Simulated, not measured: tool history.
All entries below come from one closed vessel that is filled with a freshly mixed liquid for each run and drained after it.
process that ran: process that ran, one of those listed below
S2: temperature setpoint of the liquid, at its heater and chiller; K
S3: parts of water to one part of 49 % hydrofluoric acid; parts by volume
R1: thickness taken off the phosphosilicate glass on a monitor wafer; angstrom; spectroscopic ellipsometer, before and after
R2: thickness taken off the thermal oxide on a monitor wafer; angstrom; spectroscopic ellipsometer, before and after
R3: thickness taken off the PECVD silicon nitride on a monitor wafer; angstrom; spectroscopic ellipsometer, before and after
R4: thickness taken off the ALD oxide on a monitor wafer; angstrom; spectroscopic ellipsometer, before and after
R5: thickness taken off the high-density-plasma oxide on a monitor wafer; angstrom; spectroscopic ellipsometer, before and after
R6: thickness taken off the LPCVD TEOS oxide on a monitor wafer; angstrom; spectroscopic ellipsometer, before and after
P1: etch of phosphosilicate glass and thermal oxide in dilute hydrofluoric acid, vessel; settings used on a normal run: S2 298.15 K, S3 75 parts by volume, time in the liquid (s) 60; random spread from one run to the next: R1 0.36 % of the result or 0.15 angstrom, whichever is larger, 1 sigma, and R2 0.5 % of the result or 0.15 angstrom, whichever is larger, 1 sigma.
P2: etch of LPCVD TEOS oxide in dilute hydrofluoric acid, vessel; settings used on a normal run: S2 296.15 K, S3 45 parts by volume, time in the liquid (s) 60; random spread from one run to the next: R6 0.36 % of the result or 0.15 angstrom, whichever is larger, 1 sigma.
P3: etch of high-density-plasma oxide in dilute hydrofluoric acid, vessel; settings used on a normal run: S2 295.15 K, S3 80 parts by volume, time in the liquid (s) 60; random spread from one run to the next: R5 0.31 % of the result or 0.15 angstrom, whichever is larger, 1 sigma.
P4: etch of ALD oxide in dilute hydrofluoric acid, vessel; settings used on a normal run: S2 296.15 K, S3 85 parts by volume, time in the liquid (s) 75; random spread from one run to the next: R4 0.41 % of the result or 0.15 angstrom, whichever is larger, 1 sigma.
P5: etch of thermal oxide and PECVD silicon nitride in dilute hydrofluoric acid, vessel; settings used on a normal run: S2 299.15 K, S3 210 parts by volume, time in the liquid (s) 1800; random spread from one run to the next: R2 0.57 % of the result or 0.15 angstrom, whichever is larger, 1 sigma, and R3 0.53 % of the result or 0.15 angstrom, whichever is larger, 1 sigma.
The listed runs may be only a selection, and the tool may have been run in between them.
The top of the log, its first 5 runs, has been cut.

{"run": 6, "hour": 42.8, "process that ran": "P1", "S2": 298.15, "S3": 25, "time in the liquid (s)": 60, "R1": 3045.9, "R2": 129.79}
{"run": 7, "hour": 53.7, "process that ran": "P1", "S2": 298.15, "S3": 75, "time in the liquid (s)": 60, "R1": 954.45, "R2": 40.704}
{"run": 8, "hour": 63.1, "process that ran": "P1", "S2": 298.15, "S3": 75, "time in the liquid (s)": 30, "R1": 475.69, "R2": 20.073}
{"run": 9, "hour": 69.6, "process that ran": "P5", "S2": 299.15, "S3": 210, "time in the liquid (s)": 180, "R2": 38.274, "R3": 16.667}
{"run": 10, "hour": 75.9, "process that ran": "P2", "S2": 296.15, "S3": 45, "time in the liquid (s)": 60, "R6": 232.89}
{"hour": 80.0, "done": "thermometer replaced"}
{"run": 11, "hour": 85.3, "process that ran": "P4", "S2": 296.15, "S3": 85, "time in the liquid (s)": 75, "R4": 281.78}
{"run": 12, "hour": 94.3, "process that ran": "P1", "S2": 298.15, "S3": 75, "time in the liquid (s)": 60, "R1": 957.57, "R2": 40.978}
{"run": 13, "hour": 103.1, "process that ran": "P2", "S2": 296.15, "S3": 45, "time in the liquid (s)": 60, "R6": 234.47}
{"run": 14, "hour": 109.5, "process that ran": "P1", "S2": 298.15, "S3": 75, "time in the liquid (s)": 60, "R1": 950.05, "R2": 40.689}
{"run": 15, "hour": 118.6, "process that ran": "P5", "S2": 306.15, "S3": 210, "time in the liquid (s)": 1800, "R2": 482.39, "R3": 254.24}
{"run": 16, "hour": 126.2, "process that ran": "P3", "S2": 295.15, "S3": 80, "time in the liquid (s)": 60, "R5": 65.453}
{"run": 17, "hour": 133.2, "process that ran": "P3", "S2": 295.15, "S3": 80, "time in the liquid (s)": 30, "R5": 32.907}
{"run": 18, "hour": 144.2, "process that ran": "P4", "S2": 296.15, "S3": 85, "time in the liquid (s)": 75, "R4": 278.69}
{"run": 19, "hour": 154.2, "process that ran": "P3", "S2": 295.15, "S3": 80, "time in the liquid (s)": 60, "R5": 65.921}
{"run": 20, "hour": 163.4, "process that ran": "P3", "S2": 299.65, "S3": 80, "time in the liquid (s)": 60, "R5": 78.616}
{"run": 21, "hour": 169.6, "process that ran": "P1", "S2": 298.15, "S3": 75, "time in the liquid (s)": 60, "R1": 952.4, "R2": 40.823}
{"run": 22, "hour": 178.9, "process that ran": "P1", "S2": 294.65, "S3": 75, "time in the liquid (s)": 60, "R1": 826.07, "R2": 35.066}
{"run": 23, "hour": 186.5, "process that ran": "P2", "S2": 290.15, "S3": 45, "time in the liquid (s)": 60, "R6": 179.72}

Run 24 is up next; what results do you expect?
{"run": 24, "hour": 197.4, "process that ran": "P1", "S2": 298.15, "S3": 105, "time in the liquid (s)": 60, "R1": "?", "R2": "?"}

R1: 656.09 angstrom
R2: 27.872 angstrom
